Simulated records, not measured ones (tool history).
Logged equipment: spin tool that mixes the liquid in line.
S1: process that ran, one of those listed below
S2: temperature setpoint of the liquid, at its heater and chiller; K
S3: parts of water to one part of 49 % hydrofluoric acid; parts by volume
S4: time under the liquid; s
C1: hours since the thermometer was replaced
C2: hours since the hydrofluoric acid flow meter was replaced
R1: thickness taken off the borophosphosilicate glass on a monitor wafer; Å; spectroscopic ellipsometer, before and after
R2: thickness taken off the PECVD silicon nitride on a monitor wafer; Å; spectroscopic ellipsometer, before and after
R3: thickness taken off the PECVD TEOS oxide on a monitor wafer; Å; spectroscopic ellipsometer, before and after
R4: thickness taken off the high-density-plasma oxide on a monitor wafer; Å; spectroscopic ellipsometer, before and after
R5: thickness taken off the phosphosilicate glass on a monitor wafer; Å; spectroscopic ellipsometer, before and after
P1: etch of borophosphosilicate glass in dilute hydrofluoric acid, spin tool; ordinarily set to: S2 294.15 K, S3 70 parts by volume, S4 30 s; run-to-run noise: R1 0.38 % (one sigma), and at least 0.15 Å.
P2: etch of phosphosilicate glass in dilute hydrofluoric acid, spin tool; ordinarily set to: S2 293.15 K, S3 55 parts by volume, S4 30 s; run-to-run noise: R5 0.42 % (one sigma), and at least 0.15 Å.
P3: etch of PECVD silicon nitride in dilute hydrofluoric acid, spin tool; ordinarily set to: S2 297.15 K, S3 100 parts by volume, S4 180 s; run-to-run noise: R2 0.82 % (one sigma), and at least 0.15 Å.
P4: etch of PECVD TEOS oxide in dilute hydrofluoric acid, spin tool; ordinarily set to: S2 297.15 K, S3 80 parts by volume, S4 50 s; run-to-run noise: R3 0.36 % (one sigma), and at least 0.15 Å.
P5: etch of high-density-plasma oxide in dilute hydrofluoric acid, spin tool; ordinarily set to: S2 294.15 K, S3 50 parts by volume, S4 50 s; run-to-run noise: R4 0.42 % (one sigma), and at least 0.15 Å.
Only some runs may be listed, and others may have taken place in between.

Run 1, hour 7.9: S1 P1, S2 294.15 K, S3 70 parts by volume, S4 30 s; C1 922.7; C2 667.7. Result: R1 204.53 Å.
Run 2, hour 15.6: S1 P3, S2 297.15 K, S3 100 parts by volume, S4 180 s; C1 930.4; C2 675.4. Result: R2 31.814 Å.
Run 3, hour 23.6: S1 P4, S2 297.15 K, S3 80 parts by volume, S4 50 s; C1 938.4; C2 683.4. Result: R3 58.44 Å.
Run 4, hour 34.5: S1 P5, S2 290.15 K, S3 50 parts by volume, S4 50 s; C1 949.3; C2 694.3. Result: R4 50.542 Å.
Run 5, hour 45.3: S1 P3, S2 292.15 K, S3 100 parts by volume, S4 180 s; C1 960.1; C2 705.1. Result: R2 22.77 Å.
Run 6, hour 53: S1 P1, S2 294.15 K, S3 70 parts by volume, S4 30 s; C1 967.8; C2 712.8. Result: R1 207.05 Å.
Run 7, hour 62.3: S1 P1, S2 294.15 K, S3 70 parts by volume, S4 30 s; C1 977.1; C2 722.1. Result: R1 206.52 Å.
Run 8, hour 73.6: S1 P2, S2 293.15 K, S3 20 parts by volume, S4 30 s; C1 988.4; C2 733.4. Result: R5 903.43 Å.
Run 9, hour 85.4: S1 P1, S2 294.15 K, S3 70 parts by volume, S4 15 s; C1 1000.2; C2 745.2. Result: R1 102.74 Å.
Run 10, hour 93.5: S1 P1, S2 300.65 K, S3 70 parts by volume, S4 30 s; C1 1008.3; C2 753.3. Result: R1 267.92 Å.
Run 11, hour 100.9: S1 P1, S2 294.15 K, S3 70 parts by volume, S4 30 s; C1 1015.7; C2 760.7. Result: R1 205.5 Å.
Run 12, hour 109.2: S1 P1, S2 294.15 K, S3 40 parts by volume, S4 30 s; C1 1024; C2 769. Result: R1 375.06 Å.
Run 13, hour 121.4: S1 P2, S2 293.15 K, S3 55 parts by volume, S4 15 s; C1 1036.2; C2 781.2. Result: R5 159.73 Å.
Run 14, hour 133.9: S1 P1, S2 294.15 K, S3 70 parts by volume, S4 30 s; C1 1048.7; C2 793.7. Result: R1 207.61 Å.
Run 15, hour 141.1: S1 P1, S2 294.15 K, S3 70 parts by volume, S4 30 s; C1 1055.9; C2 800.9. Result: R1 206.45 Å.
Run 16, hour 151.2: S1 P1, S2 301.65 K, S3 70 parts by volume, S4 15 s; C1 1066; C2 811. Result: R1 139.68 Å.
Run 17, hour 157.6: S1 P1, S2 290.15 K, S3 70 parts by volume, S4 30 s; C1 1072.4; C2 817.4. Result: R1 174.6 Å.
Run 18, hour 166.3: S1 P5, S2 294.15 K, S3 50 parts by volume, S4 80 s; C1 1081.1; C2 826.1. Result: R4 95.872 Å.
Run 19, hour 176.7: S1 P2, S2 298.15 K, S3 55 parts by volume, S4 30 s; C1 1091.5; C2 836.5. Result: R5 390.39 Å.
Run 20, hour 183.4: S1 P3, S2 297.15 K, S3 35 parts by volume, S4 180 s; C1 1098.2; C2 843.2. Result: R2 88.219 Å.
At hour 184.5: hydrofluoric acid flow meter replaced.
Run 21, hour 193.8: S1 P3, S2 297.15 K, S3 100 parts by volume, S4 80 s; C1 1108.6; C2 9.3. Result: R2 14.274 Å.
Run 22, hour 205.3: S1 P1, S2 294.15 K, S3 125 parts by volume, S4 30 s; C1 1120.1; C2 20.8. Result: R1 108.19 Å.
Run 23, hour 213.9: S1 P1, S2 301.65 K, S3 70 parts by volume, S4 60 s; C1 1128.7; C2 29.4. Result: R1 553.47 Å.
Run 24, hour 222.2: S1 P2, S2 293.15 K, S3 55 parts by volume, S4 30 s; C1 1137; C2 37.7. Result: R5 317.61 Å.
Run 25, hour 233.9: S1 P4, S2 297.15 K, S3 35 parts by volume, S4 50 s; C1 1148.7; C2 49.4. Result: R3 141.85 Å.
Run 26, hour 247.4: S1 P5, S2 294.15 K, S3 50 parts by volume, S4 50 s; C1 1162.2; C2 62.9. Result: R4 59.752 Å.
Run 27, hour 253.3: S1 P3, S2 297.15 K, S3 100 parts by volume, S4 180 s; C1 1168.1; C2 68.8. Result: R2 31.697 Å.
Run 28, hour 263.1: S1 P5, S2 294.15 K, S3 80 parts by volume, S4 50 s; C1 1177.9; C2 78.6. Result: R4 35.897 Å.
Run 29, hour 272.4: S1 P5, S2 294.15 K, S3 50 parts by volume, S4 50 s; C1 1187.2; C2 87.9. Result: R4 59.417 Å.
Run 30, hour 284.9: S1 P4, S2 302.15 K, S3 80 parts by volume, S4 50 s; C1 1199.7; C2 100.4. Result: R3 71.107 Å.
Run 31, hour 291.8: S1 P1, S2 294.15 K, S3 70 parts by volume, S4 30 s; C1 1206.6; C2 107.3. Result: R1 207.32 Å.
Run 32, hour 297.7: S1 P1, S2 294.15 K, S3 70 parts by volume, S4 60 s; C1 1212.5; C2 113.2. Result: R1 409.92 Å.
Run 33, hour 310.9: S1 P4, S2 297.15 K, S3 80 parts by volume, S4 95 s; C1 1225.7; C2 126.4. Result: R3 110.95 Å.
Run 34, hour 321.1: S1 P1, S2 294.15 K, S3 70 parts by volume, S4 30 s; C1 1235.9; C2 136.6. Result: R1 207.18 Å.
Run 35, hour 333.9: S1 P1, S2 294.15 K, S3 70 parts by volume, S4 30 s; C1 1248.7; C2 149.4. Result: R1 198.03 Å.
Run 36, hour 340.8: S1 P1, S2 294.15 K, S3 70 parts by volume, S4 30 s; C1 1255.6; C2 156.3. Result: R1 195.23 Å.
Run 37, hour 349.5: S1 P1, S2 294.15 K, S3 70 parts by volume, S4 30 s; C1 1264.3; C2 165. Result: R1 193.81 Å.
Run 38, hour 362.3: S1 P1, S2 294.15 K, S3 70 parts by volume, S4 30 s; C1 1277.1; C2 177.8. Result: R1 191.19 Å.
Run 39, hour 371.7: S1 P1, S2 294.15 K, S3 70 parts by volume, S4 30 s; C1 1286.5; C2 187.2. Result: R1 190.92 Å.
Run 40, hour 383.5: S1 P1, S2 294.15 K, S3 70 parts by volume, S4 30 s; C1 1298.3; C2 199. Result: R1 190.81 Å.
Run 41, hour 393.4: S1 P1, S2 294.15 K, S3 70 parts by volume, S4 30 s; C1 1308.2; C2 208.9. Result: R1 190.71 Å.

Compared with where it was, what P1 gives has crept away. Each cause listed below fits the log as well as the rest, at the size given for it:
A: liquid colder than its thermometer reads (K) = 1.92
B: hydrofluoric acid flow below the setpoint (%) = 7.11
At approximately hour 321.1, the process output began to creep.

The 4 check runs listed below each average the results of 2 wafers, and their outcomes are marked with question marks. Under which run would the listed causes produce clearly different results?
Run check 1, hour 403.3: S1 P4, S2 297.15 K, S3 80 parts by volume, S4 50 s. Result: R3 ?.
Run check 2, hour 403.3: S1 P3, S2 297.15 K, S3 100 parts by volume, S4 180 s. Result: R2 ?.
Run check 3, hour 403.3: S1 P5, S2 294.15 K, S3 50 parts by volume, S4 50 s. Result: R4 ?.
Run check 4, hour 403.3: S1 P2, S2 293.15 K, S3 55 parts by volume, S4 30 s. Result: R5 ?.

Check results expected under each cause:
  check  result    if A    if B
check 1      R3  54.057  53.863
check 2      R2  27.834    29.4
check 3      R4  54.876  55.041
check 4      R5  292.64  293.55
Per-check spread between the two closest causes, in the result where they differ most: check 1 0.36 %; check 2 5.47 %; check 3 0.3 %; check 4 0.31 %
Check 2 distinguishes between the causes, while the remaining checks would return nearly the same result for all of them.

Then check 2 was run and gave: R2 27.819 Å. Which cause is it?

It was cause A: liquid colder than its thermometer reads (K).
